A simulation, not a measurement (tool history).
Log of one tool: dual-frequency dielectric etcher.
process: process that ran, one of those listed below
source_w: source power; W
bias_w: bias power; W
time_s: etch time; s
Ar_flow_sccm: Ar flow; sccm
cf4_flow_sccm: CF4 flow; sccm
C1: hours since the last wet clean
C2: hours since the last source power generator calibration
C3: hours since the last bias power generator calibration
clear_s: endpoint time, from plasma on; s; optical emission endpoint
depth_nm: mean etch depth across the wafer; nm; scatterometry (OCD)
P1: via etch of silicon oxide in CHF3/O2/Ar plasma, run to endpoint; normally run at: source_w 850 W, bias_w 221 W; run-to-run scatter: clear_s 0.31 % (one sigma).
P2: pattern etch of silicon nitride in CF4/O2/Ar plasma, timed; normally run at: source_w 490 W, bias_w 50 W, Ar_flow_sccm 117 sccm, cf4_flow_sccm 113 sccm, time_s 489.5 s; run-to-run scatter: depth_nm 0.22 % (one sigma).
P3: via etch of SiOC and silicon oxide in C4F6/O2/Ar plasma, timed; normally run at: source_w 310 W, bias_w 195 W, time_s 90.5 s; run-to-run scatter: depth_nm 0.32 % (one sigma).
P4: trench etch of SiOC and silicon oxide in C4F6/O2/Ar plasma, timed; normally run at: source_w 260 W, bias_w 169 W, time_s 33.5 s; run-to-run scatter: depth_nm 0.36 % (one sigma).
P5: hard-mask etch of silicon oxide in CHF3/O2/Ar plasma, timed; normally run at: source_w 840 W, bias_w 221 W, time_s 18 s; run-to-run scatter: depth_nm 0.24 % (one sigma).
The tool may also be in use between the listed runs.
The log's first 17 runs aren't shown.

{"run": 18, "hour": 169.7, "process": "P1", "source_w": 850, "bias_w": 221, "C1": 275.3, "C2": 1393, "C3": 2466.2, "clear_s": 342.86}
{"run": 19, "hour": 180.5, "process": "P1", "source_w": 600, "bias_w": 169, "C1": 286.1, "C2": 1403.8, "C3": 2477, "clear_s": 426.88}
{"run": 20, "hour": 192.3, "process": "P1", "source_w": 990, "bias_w": 184, "C1": 297.9, "C2": 1415.6, "C3": 2488.8, "clear_s": 343.66}
{"run": 21, "hour": 201.7, "process": "P4", "source_w": 260, "bias_w": 235, "time_s": 33.5, "C1": 307.3, "C2": 1425, "C3": 2498.2, "depth_nm": 60.748}
{"run": 22, "hour": 212.0, "process": "P5", "source_w": 840, "bias_w": 221, "time_s": 18, "C1": 317.6, "C2": 1435.3, "C3": 2508.5, "depth_nm": 43.589}
{"run": 23, "hour": 224.8, "process": "P3", "source_w": 310, "bias_w": 195, "time_s": 90.5, "C1": 330.4, "C2": 1448.1, "C3": 2521.3, "depth_nm": 91.952}
{"run": 24, "hour": 235.5, "process": "P1", "source_w": 850, "bias_w": 221, "C1": 341.1, "C2": 1458.8, "C3": 2532, "clear_s": 342.62}
{"run": 25, "hour": 247.5, "process": "P3", "source_w": 310, "bias_w": 195, "time_s": 54.5, "C1": 353.1, "C2": 1470.8, "C3": 2544, "depth_nm": 55.942}
{"run": 26, "hour": 260.7, "process": "P2", "source_w": 490, "bias_w": 50, "time_s": 489.5, "Ar_flow_sccm": 87, "cf4_flow_sccm": 113, "C1": 366.3, "C2": 1484, "C3": 2557.2, "depth_nm": 955.2}

The next listed run, before its measurement:
{"run": 27, "hour": 267.6, "process": "P2", "source_w": 490, "bias_w": 50, "time_s": 489.5, "Ar_flow_sccm": 117, "cf4_flow_sccm": 113, "C1": 373.2, "C2": 1490.9, "C3": 2564.1, "depth_nm": "?"}

{"run 27": {"depth_nm": 922.19}}

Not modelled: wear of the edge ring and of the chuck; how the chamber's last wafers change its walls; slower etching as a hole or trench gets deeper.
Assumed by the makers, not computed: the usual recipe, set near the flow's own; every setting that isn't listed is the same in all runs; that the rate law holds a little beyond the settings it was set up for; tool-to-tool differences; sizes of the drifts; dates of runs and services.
